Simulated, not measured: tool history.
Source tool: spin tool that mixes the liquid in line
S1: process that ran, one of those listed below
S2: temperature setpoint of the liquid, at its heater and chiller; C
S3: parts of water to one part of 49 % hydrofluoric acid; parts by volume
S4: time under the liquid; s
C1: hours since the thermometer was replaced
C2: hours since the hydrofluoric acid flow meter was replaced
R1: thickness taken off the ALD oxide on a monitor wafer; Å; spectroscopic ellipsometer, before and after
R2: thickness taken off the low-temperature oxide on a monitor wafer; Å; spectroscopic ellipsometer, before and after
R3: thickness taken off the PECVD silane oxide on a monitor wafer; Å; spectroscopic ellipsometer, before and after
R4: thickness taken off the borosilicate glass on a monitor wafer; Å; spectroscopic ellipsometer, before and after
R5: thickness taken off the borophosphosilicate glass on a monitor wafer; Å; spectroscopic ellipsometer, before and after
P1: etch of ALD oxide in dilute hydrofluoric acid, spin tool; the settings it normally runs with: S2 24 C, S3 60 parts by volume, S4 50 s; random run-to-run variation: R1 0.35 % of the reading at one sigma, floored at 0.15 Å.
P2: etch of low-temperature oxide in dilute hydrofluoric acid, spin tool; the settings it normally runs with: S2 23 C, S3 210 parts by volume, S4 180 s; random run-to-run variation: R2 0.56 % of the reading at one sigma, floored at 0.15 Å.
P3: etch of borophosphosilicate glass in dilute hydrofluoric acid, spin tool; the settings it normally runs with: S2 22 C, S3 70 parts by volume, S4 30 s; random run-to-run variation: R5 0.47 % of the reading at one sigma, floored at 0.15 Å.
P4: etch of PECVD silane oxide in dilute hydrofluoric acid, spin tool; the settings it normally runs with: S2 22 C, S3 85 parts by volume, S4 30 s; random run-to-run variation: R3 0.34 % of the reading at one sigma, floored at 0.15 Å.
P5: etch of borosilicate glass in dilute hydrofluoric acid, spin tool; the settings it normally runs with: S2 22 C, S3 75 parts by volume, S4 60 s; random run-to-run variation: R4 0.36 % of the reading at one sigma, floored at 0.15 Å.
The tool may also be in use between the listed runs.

run	hour	S1	S2	S3	S4	C1	C2	R1	R2	R3	R4	R5
1	4.7	P1	24	60	50	1561	342.5	209.65				
2	11.7	P1	24	60	50	1568	349.5	208.56				
3	17.9	P1	24	60	50	1574.2	355.7	208.72				
4	26.3	P1	24	60	50	1582.6	364.1	208.74				
5	31.2	P1	30.5	60	50	1587.5	369	271.44				
6	37.9	P1	24	35	50	1594.2	375.7	371.52				
7	46	P2	23	210	315	1602.3	383.8		315.18			
8	53.1	P4	17	85	30	1609.4	390.9			61.01		
# hour 55.3: hydrofluoric acid flow meter replaced
9	58.6	P4	22	85	60	1614.9	3.4			149.9		
10	66.7	P1	24	105	50	1623	11.5	112.61				
11	75	P1	24	60	50	1631.3	19.8	208.46				
12	79.8	P5	22	40	60	1636.1	24.6				408.66	
13	88.3	P3	22	70	30	1644.6	33.1					164.93
14	96.3	P3	22	70	30	1652.6	41.1					166.12
15	101.3	P3	17	70	30	1657.6	46.1					135.22
16	106.4	P1	24	60	95	1662.7	51.2	396.57				
17	111.4	P3	22	70	15	1667.7	56.2					82.311
18	116	P2	23	130	180	1672.3	60.8		314.78			
19	123.5	P1	24	60	50	1679.8	68.3	209.11				
20	130.9	P1	24	60	20	1687.2	75.7	83.795				
21	135.2	P5	22	75	15	1691.5	80				52.506	
22	143.2	P5	22	75	60	1699.5	88				209.11	
23	147.5	P3	22	30	30	1703.8	92.3					408.78
24	151.8	P1	17.5	25	50	1708.1	96.6	398.13				
25	156.3	P1	17.5	60	50	1712.6	101.1	159.69				

What does the tool deliver on the next run?
26	165	P4	22	85	30	1721.3	109.8			?		

R3: 75.52 Å
